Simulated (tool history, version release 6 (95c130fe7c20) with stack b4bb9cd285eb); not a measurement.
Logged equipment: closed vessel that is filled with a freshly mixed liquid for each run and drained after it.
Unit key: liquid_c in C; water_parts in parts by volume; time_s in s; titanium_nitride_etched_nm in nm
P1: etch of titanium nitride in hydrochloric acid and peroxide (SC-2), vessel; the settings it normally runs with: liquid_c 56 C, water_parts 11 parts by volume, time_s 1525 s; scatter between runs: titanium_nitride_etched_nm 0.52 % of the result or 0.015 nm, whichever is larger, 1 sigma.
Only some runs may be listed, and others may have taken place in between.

run 1 hour=8.2 | liquid_c=56 water_parts=11 time_s=1525 | titanium_nitride_etched_nm=45.735
-- hour=19.7 chemicals flow meter replaced
run 2 hour=20 | liquid_c=56 water_parts=11 time_s=1525 | titanium_nitride_etched_nm=45.656
run 3 hour=30.3 | liquid_c=66 water_parts=5 time_s=1525 | titanium_nitride_etched_nm=158.58
run 4 hour=42.3 | liquid_c=56 water_parts=4 time_s=1525 | titanium_nitride_etched_nm=98.712
run 5 hour=50.9 | liquid_c=65.5 water_parts=11 time_s=1525 | titanium_nitride_etched_nm=81.732
run 6 hour=57.2 | liquid_c=56 water_parts=11 time_s=3035 | titanium_nitride_etched_nm=91.32
run 7 hour=66.9 | liquid_c=56 water_parts=4 time_s=2320 | titanium_nitride_etched_nm=151.01
run 8 hour=77.7 | liquid_c=56 water_parts=11 time_s=1525 | titanium_nitride_etched_nm=45.96
run 9 hour=83.3 | liquid_c=56 water_parts=11 time_s=610 | titanium_nitride_etched_nm=18.248
run 10 hour=90.5 | liquid_c=56 water_parts=11 time_s=1525 | titanium_nitride_etched_nm=45.768
run 11 hour=98 | liquid_c=46 water_parts=17.5 time_s=1525 | titanium_nitride_etched_nm=15.652
run 12 hour=105 | liquid_c=42.5 water_parts=11 time_s=1525 | titanium_nitride_etched_nm=18.546
run 13 hour=111.8 | liquid_c=56 water_parts=20 time_s=1525 | titanium_nitride_etched_nm=27.12
run 14 hour=120.6 | liquid_c=56 water_parts=11 time_s=1525 | titanium_nitride_etched_nm=45.444
run 15 hour=130 | liquid_c=56 water_parts=11 time_s=1525 | titanium_nitride_etched_nm=47.371
run 16 hour=137.6 | liquid_c=56 water_parts=11 time_s=1525 | titanium_nitride_etched_nm=48.214

Forecast run 17:
run 17 hour=147.3 | liquid_c=56 water_parts=11 time_s=1525 | titanium_nitride_etched_nm=?

{"run 17": {"titanium_nitride_etched_nm": 48.701}}
